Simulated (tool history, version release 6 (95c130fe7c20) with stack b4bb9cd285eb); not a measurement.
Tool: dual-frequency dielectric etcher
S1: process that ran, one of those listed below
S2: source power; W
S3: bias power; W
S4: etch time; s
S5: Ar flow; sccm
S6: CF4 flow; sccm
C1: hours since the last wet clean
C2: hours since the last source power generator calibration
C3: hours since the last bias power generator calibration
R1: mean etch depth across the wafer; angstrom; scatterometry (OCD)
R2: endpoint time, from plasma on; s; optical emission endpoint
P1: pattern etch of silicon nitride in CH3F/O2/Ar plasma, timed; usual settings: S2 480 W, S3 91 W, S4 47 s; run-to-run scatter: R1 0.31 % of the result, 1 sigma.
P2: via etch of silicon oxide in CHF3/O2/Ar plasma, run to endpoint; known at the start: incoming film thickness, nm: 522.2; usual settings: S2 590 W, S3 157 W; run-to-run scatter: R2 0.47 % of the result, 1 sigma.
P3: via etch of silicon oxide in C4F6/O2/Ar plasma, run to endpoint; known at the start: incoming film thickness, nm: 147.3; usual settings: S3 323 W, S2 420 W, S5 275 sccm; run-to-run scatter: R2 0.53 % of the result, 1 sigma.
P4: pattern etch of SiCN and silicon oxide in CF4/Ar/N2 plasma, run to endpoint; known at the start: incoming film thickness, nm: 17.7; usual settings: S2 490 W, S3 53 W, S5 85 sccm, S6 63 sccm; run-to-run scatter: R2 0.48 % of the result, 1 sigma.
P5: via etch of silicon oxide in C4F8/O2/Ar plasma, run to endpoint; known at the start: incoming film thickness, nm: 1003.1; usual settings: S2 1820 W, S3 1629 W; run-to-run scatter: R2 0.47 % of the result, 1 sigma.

run,hour,S1,S2,S3,S4,S5,S6,C1,C2,C3,R1,R2
1,3.5,P1,480,91,47,,,162.8,1669.4,740.3,370.92,
2,7,P2,590,157,,,,166.3,1672.9,743.8,,284.97
3,9.7,P1,480,54,47,,,169,1675.6,746.5,311.17,
4,12.3,P4,290,53,,85,63,171.6,1678.2,749.1,,32.481
5,16.6,P1,480,91,65,,,175.9,1682.5,753.4,513.6,
6,19.7,P4,490,53,,85,86,179,1685.6,756.5,,19.305
7,23.6,P4,490,53,,85,63,182.9,1689.5,760.4,,20.416
8,26.8,P1,600,91,47,,,186.1,1692.7,763.6,404.41,
9,30.1,P1,480,91,47,,,189.4,1696,766.9,370.88,
10,34.4,P4,490,53,,120,63,193.7,1700.3,771.2,,21.441
11,38.9,P2,800,157,,,,198.2,1704.8,775.7,,254.42
12,41.1,P3,420,448,,275,,200.4,1707,777.9,,32.966
13,44.2,P1,480,119,36,,,203.5,1710.1,781,313.96,
14,48.1,P2,590,98,,,,207.4,1714,784.9,,331.56
15,51,P3,420,323,,275,,210.3,1716.9,787.8,,36.75
16,53.2,P3,270,323,,275,,212.5,1719.1,790,,43.739
17,55.3,P5,1460,1629,,,,214.6,1721.2,792.1,,239.42
18,58.4,P1,480,91,47,,,217.7,1724.3,795.2,372.73,
19,62.1,P5,1820,1629,,,,221.4,1728,798.9,,220.44
20,65,P4,490,39,,85,63,224.3,1730.9,801.8,,22.269
21,68.5,P1,480,91,47,,,227.8,1734.4,805.3,372.57,
22,71.8,P3,420,323,,168,,231.1,1737.7,808.6,,34.928
23,75.2,P1,480,91,26,,,234.5,1741.1,812,205.26,
24,77.8,P1,350,91,47,,,237.1,1743.7,814.6,330.73,
25,80.3,P5,1820,2090,,,,239.6,1746.2,817.1,,204.16
26,84.1,P1,660,65,47,,,243.4,1750,820.9,373.63,
27,88,P1,480,125,47,,,247.3,1753.9,824.8,419.28,
28,91.4,P1,480,91,47,,,250.7,1757.3,828.2,370.07,
29,94.8,P1,480,91,47,,,254.1,1760.7,831.6,375.55,
30,97.3,P1,480,91,47,,,256.6,1763.2,834.1,374.31,
31,101,P1,480,91,47,,,260.3,1766.9,837.8,377.57,
# hour 102.1: wet clean of the chamber
32,104.5,P1,480,91,47,,,2.4,1770.4,841.3,376.11,
33,106.7,P1,480,91,47,,,4.6,1772.6,843.5,380.06,
34,110.7,P1,480,91,47,,,8.6,1776.6,847.5,375.77,

What P1 gives has crept away from where it was. These 2 causes fit the log equally well, each at the size given:
A: source power that arrives over what is set, % = 4.47
B: bias power that arrives over what is set, % = 4.71
The creep began at about hour 91.4.
Why every other cause is out:
chamber walls in a state that raises the etch rate, %: serviced at hour 102.1, which brought nothing back

4 check runs are offered, each on 2 wafers whose results are averaged, their results left as question marks. Which one tells the causes apart?
check 1,114.7,P4,490,53,,103,63,,,,,?
check 2,114.7,P3,420,441,,195,,,,,,?
check 3,114.7,P5,1820,2068,,,,,,,,?
check 4,114.7,P2,800,157,,,,,,,,?

What each check would give under each cause:
check,result,if A,if B
check 1,R2,20.18,20.672
check 2,R2,31.269,31.248
check 3,R2,201.94,202.75
check 4,R2,249.42,249.97
How far apart the two closest causes lie, in the result that separates them most: check 1 2.41 %; check 2 0.07 %; check 3 0.4 %; check 4 0.22 %
Only check 1 tells the causes apart: in the others they would give nearly the same result.

Then check 1 was run and gave: R2 20.646 s. Which cause is it?

It is B: bias power that arrives over what is set, %.
